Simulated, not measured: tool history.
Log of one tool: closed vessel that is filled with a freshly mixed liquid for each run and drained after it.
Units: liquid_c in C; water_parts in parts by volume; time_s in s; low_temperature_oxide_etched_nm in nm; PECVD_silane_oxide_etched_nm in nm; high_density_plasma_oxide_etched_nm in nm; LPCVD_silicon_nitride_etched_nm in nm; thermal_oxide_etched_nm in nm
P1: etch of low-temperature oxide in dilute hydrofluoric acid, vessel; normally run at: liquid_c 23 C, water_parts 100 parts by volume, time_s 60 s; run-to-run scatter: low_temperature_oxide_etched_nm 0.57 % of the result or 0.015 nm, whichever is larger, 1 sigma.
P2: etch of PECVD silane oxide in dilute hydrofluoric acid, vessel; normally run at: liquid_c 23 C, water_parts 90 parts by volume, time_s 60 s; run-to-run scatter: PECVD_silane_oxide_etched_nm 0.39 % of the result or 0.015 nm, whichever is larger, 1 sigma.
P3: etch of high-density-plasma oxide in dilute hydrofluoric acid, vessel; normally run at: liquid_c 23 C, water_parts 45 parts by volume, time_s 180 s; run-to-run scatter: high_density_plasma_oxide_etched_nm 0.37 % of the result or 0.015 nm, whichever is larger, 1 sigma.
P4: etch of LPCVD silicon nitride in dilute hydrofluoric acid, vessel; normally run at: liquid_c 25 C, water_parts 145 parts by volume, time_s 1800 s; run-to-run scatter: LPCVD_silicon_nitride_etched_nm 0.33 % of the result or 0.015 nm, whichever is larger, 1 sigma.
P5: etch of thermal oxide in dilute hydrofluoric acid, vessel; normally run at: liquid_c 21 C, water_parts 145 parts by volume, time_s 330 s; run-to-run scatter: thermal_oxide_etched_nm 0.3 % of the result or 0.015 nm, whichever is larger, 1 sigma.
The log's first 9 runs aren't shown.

run   hour  process  liquid_c  water_parts  time_s  hours since the thermometer was replaced  hours since the hydrofluoric acid flow meter was replaced  low_temperature_oxide_etched_nm  PECVD_silane_oxide_etched_nm  high_density_plasma_oxide_etched_nm  LPCVD_silicon_nitride_etched_nm  thermal_oxide_etched_nm
 10   43.2       P2        23           90      60                                     458.9                                                      319.8                                                         26.536
 11   47.1       P4        25          145    1800                                     462.8                                                      323.7                                                                                                                               6.3715
 12   52.2       P1        23          100      60                                     467.9                                                      328.8                           16.393
 13   55.1       P1        23          100      60                                     470.8                                                      331.7                            16.73
 14   60.5       P1        17          100      60                                     476.2                                                      337.1                           13.016
 15   63.7       P1        17           55      60                                     479.4                                                      340.3                           24.908
 16   66.5       P1        23          175      60                                     482.2                                                      343.1                           8.7317
 17   70.5       P2        31           90      60                                     486.2                                                      347.1                                                         36.177
 18   75.2       P1        23          100      60                                     490.9                                                      351.8                           16.535
 19   79.3       P5        21          215     330                                       495                                                      355.9                                                                                                                                                        5.5167
 20   82.7       P3        23           45      50                                     498.4                                                      359.3                                                                                              7.2882
 21   87.5       P3        27           45     180                                     503.2                                                      364.1                                                                                              31.033
 22   92.1       P1      29.5          100      60                                     507.8                                                      368.7                           21.091
 23   96.2       P5        21          145     530                                     511.9                                                      372.8                                                                                                                                                        14.162
 24  101.9       P4        25          145    1800                                     517.6                                                      378.5                                                                                                                               6.4085
 25  105.8       P3        23           20     180                                     521.5                                                      382.4                                                                                              61.377
 26  111.7       P1        23          175      30                                     527.4                                                      388.3                           4.3476
 27  114.7       P1        23          100      60                                     530.4                                                      391.3                           16.714
 28  118.9       P1        23          100      35                                     534.6                                                      395.5                           9.7098
 29  122.1       P4        25          145     465                                     537.8                                                      398.7                                                                                                                               1.6492
 30    128       P5        21          145     330                                     543.7                                                      404.6                                                                                                                                                        8.8175
 31  131.6       P1        23          100     110                                     547.3                                                      408.2                           30.592
 32  135.3       P5        28          145     330                                       551                                                      411.9                                                                                                                                                        11.509
 33  138.1       P1        23          100      60                                     553.8                                                      414.7                           16.507

Run 34 comes next. What will it give?
 34  142.1       P1        23          100      60                                     557.8                                                      418.7                                ?

low_temperature_oxide_etched_nm: 17.308 nm

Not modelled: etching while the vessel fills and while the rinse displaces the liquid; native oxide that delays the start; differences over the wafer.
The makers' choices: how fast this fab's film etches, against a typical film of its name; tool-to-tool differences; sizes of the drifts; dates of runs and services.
